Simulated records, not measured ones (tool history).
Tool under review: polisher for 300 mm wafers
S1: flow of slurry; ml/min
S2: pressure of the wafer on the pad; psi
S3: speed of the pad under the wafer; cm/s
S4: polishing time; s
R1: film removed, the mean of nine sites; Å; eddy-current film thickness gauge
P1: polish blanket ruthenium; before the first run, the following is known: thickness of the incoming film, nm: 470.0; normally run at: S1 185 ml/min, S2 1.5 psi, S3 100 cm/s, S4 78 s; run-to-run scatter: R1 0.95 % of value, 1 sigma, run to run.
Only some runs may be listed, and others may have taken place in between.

run 1 hour=5.9 | S1=185 S2=1.5 S3=100 S4=78 | R1=614.88
run 2 hour=9.5 | S1=185 S2=1.5 S3=74 S4=78 | R1=441.87
run 3 hour=15.4 | S1=185 S2=2.3 S3=100 S4=78 | R1=941.79
run 4 hour=21.8 | S1=185 S2=1.5 S3=144 S4=78 | R1=868.21
run 5 hour=29.5 | S1=185 S2=1.5 S3=100 S4=78 | R1=601.4
run 6 hour=33.9 | S1=185 S2=1.5 S3=100 S4=78 | R1=599.59
run 7 hour=40.7 | S1=185 S2=0.8 S3=100 S4=78 | R1=323.38
run 8 hour=44.3 | S1=185 S2=1.5 S3=100 S4=35 | R1=270.42
run 9 hour=50.6 | S1=265 S2=1.5 S3=100 S4=60 | R1=484.31
run 10 hour=58.2 | S1=185 S2=1.5 S3=100 S4=78 | R1=607.74
run 11 hour=66.2 | S1=115 S2=1.5 S3=100 S4=78 | R1=562.38
run 12 hour=71.9 | S1=185 S2=1.5 S3=100 S4=119 | R1=935.52
run 13 hour=78.3 | S1=185 S2=1.5 S3=100 S4=78 | R1=605.79
run 14 hour=83.6 | S1=185 S2=1 S3=126 S4=78 | R1=505.45
run 15 hour=91.3 | S1=285 S2=1.5 S3=100 S4=78 | R1=630.51
run 16 hour=95.4 | S1=185 S2=1.5 S3=100 S4=78 | R1=606.25
run 17 hour=103.6 | S1=185 S2=1.5 S3=100 S4=78 | R1=592.33
run 18 hour=109.1 | S1=185 S2=1.5 S3=100 S4=78 | R1=578.63
run 19 hour=115.8 | S1=185 S2=1.5 S3=100 S4=78 | R1=577.32

Forecast run 20:
-- hour=119.9 worn pad replaced by a new one
run 20 hour=122 | S1=185 S2=1.5 S3=100 S4=78 | R1=?

{"run 20": {"R1": 563.42}}
